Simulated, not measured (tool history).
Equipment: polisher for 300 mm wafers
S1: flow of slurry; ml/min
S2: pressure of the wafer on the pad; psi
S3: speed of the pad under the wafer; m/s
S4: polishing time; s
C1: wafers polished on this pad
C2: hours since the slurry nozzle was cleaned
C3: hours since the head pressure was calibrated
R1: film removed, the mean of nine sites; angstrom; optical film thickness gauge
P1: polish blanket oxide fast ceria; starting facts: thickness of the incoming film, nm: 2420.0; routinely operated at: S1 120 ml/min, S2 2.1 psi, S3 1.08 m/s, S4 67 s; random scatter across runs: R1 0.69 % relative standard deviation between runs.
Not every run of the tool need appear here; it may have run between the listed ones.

run	day	S1	S2	S3	S4	C1	C2	C3	R1
1	0.508	120	2.1	1.08	67	479	265.8	139.1	10428.0
2	0.758	120	2.1	1.08	67	545	271.8	145.1	10344.0
3	1.058	120	2.1	1.60	67	625	279.0	152.3	15384.0
4	1.400	120	2.1	1.08	33	716	287.2	160.5	5062.9
5	1.888	120	2.1	1.08	94	845	298.9	172.2	14564.0
6	2.346	120	2.1	1.08	67	967	309.9	183.2	10272.0
7	2.754	120	1.1	0.66	67	1076	319.7	193.0	3331.9
8	3.179	120	2.1	1.08	67	1189	329.9	203.2	10460.0
9	3.692	120	1.0	1.08	67	1325	342.2	215.5	4981.0
10	4.138	170	2.1	1.08	67	1443	352.9	226.2	10873.0
11	4.471	120	3.1	1.08	67	1532	360.9	234.2	15387.0
12	4.938	120	2.1	1.08	67	1656	372.1	245.4	10396.0
13	5.338	120	2.1	0.48	67	1762	381.7	255.0	4602.2
14	5.788	70	2.1	1.08	67	1882	392.5	265.8	8889.1
15	6.200	120	2.1	1.08	67	1992	402.4	275.7	10388.0
16	6.475	120	2.1	1.08	67	2065	409.0	282.3	10374.0
17	6.788	120	2.1	1.08	67	2148	416.5	289.8	10251.0
18	7.133	120	2.1	1.08	67	2240	424.8	298.1	10122.0
19	7.592	120	2.1	1.08	67	2362	435.8	309.1	9947.7
20	7.958	120	2.1	1.08	67	2459	444.6	317.9	9915.4

What will run 21 give?
21	8.254	120	2.1	1.08	67	2538	451.7	325.0	?

R1: 9902.0 angstrom
